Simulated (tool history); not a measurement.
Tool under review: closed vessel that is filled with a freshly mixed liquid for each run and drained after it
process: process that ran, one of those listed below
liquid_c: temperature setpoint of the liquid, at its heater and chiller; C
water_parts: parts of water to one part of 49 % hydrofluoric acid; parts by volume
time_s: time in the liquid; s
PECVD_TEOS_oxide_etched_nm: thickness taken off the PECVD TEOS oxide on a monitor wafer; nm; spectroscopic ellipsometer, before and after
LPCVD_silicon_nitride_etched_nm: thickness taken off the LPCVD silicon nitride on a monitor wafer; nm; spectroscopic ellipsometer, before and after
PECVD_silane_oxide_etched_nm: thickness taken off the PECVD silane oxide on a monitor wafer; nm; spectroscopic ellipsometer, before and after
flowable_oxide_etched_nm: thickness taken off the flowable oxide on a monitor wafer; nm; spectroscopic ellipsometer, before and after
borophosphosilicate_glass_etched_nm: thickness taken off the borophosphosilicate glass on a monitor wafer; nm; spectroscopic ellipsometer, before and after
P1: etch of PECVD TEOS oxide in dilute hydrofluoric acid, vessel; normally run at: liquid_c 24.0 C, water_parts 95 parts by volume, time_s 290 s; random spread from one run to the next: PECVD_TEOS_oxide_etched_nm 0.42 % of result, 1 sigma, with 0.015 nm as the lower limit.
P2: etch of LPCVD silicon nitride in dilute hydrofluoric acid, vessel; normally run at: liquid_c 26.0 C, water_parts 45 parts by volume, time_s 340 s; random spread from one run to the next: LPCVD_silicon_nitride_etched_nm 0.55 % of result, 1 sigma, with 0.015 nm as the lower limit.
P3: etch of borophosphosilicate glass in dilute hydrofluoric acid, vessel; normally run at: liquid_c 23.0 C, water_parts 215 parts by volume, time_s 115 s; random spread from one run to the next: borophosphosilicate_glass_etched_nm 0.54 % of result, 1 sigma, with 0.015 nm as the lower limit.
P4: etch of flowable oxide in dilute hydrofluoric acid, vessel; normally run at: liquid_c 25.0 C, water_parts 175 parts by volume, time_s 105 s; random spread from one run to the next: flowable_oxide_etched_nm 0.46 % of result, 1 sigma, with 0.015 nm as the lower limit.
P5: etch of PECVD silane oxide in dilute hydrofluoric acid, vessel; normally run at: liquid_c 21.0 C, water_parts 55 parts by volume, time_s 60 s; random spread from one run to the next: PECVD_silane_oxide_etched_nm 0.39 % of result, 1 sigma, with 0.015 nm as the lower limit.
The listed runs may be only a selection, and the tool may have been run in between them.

run	hour	process	liquid_c	water_parts	time_s	hours since the thermometer was replaced	hours since the hydrofluoric acid flow meter was replaced	PECVD_TEOS_oxide_etched_nm	LPCVD_silicon_nitride_etched_nm	PECVD_silane_oxide_etched_nm	flowable_oxide_etched_nm	borophosphosilicate_glass_etched_nm
1	10.9	P1	24.0	95	290	1210.7	872.9	49.114				
2	25.5	P2	26.0	70	340	1225.3	887.5		2.5527			
3	42.2	P1	24.0	95	290	1242.0	904.2	49.095				
4	55.6	P1	24.0	95	290	1255.4	917.6	49.457				
5	70.0	P1	24.0	45	530	1269.8	932.0	200.540				
6	87.6	P2	26.0	45	340	1287.4	949.6		3.9769			
7	102.9	P5	21.0	55	35	1302.7	964.9			11.476		
8	115.7	P4	25.0	260	105	1315.5	977.7				14.273	
9	128.9	P5	21.0	25	60	1328.7	990.9			44.668		
10	146.9	P1	24.0	95	555	1346.7	1008.9	94.197				
11	159.0	P4	25.0	175	105	1358.8	1021.0				23.245	
12	171.9	P3	29.0	215	115	1371.7	1033.9					27.966
13	189.0	P1	24.0	165	290	1388.8	1051.0	26.057				
14	203.3	P3	23.0	215	215	1403.1	1065.3					41.799
15	211.9	P3	23.0	215	115	1411.7	1073.9					22.546
16	226.0	P3	23.0	355	115	1425.8	1088.0					11.949
17	235.5	P1	18.0	95	290	1435.3	1097.5	38.629				
18	249.0	P1	24.0	95	290	1448.8	1111.0	49.010				
19	259.9	P1	24.0	55	290	1459.7	1121.9	89.096				
20	268.8	P4	20.0	175	105	1468.6	1130.8				19.045	
21	279.5	P4	25.0	175	45	1479.3	1141.5				9.996	
22	290.7	P1	24.0	95	290	1490.5	1152.7	49.188				
23	308.8	P5	21.0	55	60	1508.6	1170.8			19.769		
24	326.2	P2	21.0	45	340	1526.0	1188.2		2.8677			
25	338.7	P1	24.0	95	290	1538.5	1200.7	49.275				
26	354.8	P2	26.0	45	100	1554.6	1216.8		1.1600			
27	370.0	P3	23.0	215	115	1569.8	1232.0					22.542
28	387.3	P1	30.5	95	290	1587.1	1249.3	63.278				
29	397.9	P1	24.0	95	290	1597.7	1259.9	49.261				
30	407.7	P1	24.0	95	145	1607.5	1269.7	24.791				
31	425.3	P5	17.0	55	60	1625.1	1287.3			16.532		
32	439.5	P1	24.0	95	290	1639.3	1301.5	49.471				
33	456.7	P1	24.0	95	290	1656.5	1318.7	50.463				
34	467.4	P1	24.0	95	290	1667.2	1329.4	51.207				
35	475.8	P1	24.0	95	290	1675.6	1337.8	51.466				
36	490.2	P1	24.0	95	290	1690.0	1352.2	51.894				
37	499.4	P1	24.0	95	290	1699.2	1361.4	52.408				
38	516.4	P1	24.0	95	290	1716.2	1378.4	52.892				
39	533.1	P1	24.0	95	290	1732.9	1395.1	52.744				
40	549.3	P1	24.0	95	290	1749.1	1411.3	52.873				
41	568.7	P1	24.0	95	290	1768.5	1430.7	52.585				

P1 has crept away from where it was. The log is fitted equally well by each of these 2 causes, at the sizes shown:
A: hydrofluoric acid flow above the setpoint (%) = 6.65
B: liquid hotter than its thermometer reads (K) = 1.82
The onset of the drift is placed at about hour 439.5.

4 check runs are offered, one wafer each, their results left as question marks. Which one tells the causes apart?
check 1	588.1	P4	25.0	175	105						?	
check 2	588.1	P5	21.0	55	60					?		
check 3	588.1	P3	23.0	215	115							?
check 4	588.1	P2	26.0	45	340				?			

What every check run would give for each of its results, assuming each possible cause in turn:
check	result	if A	if B
check 1	flowable_oxide_etched_nm	25.008	24.764
check 2	PECVD_silane_oxide_etched_nm	21.002	21.155
check 3	borophosphosilicate_glass_etched_nm	24.377	24.093
check 4	LPCVD_silicon_nitride_etched_nm	4.2495	4.5001
Minimum pairwise separation of causes per check, each pair taken at its best-separating result: check 1 0.98 %; check 2 0.73 %; check 3 1.17 %; check 4 5.73 %
Check 4 is the one run that separates the causes; every other check would come out nearly the same whichever cause is at work.

With check 4 done, the readings were: LPCVD_silicon_nitride_etched_nm 4.4876 nm. Identify which of the listed causes applies.

It was cause B: liquid hotter than its thermometer reads (K).

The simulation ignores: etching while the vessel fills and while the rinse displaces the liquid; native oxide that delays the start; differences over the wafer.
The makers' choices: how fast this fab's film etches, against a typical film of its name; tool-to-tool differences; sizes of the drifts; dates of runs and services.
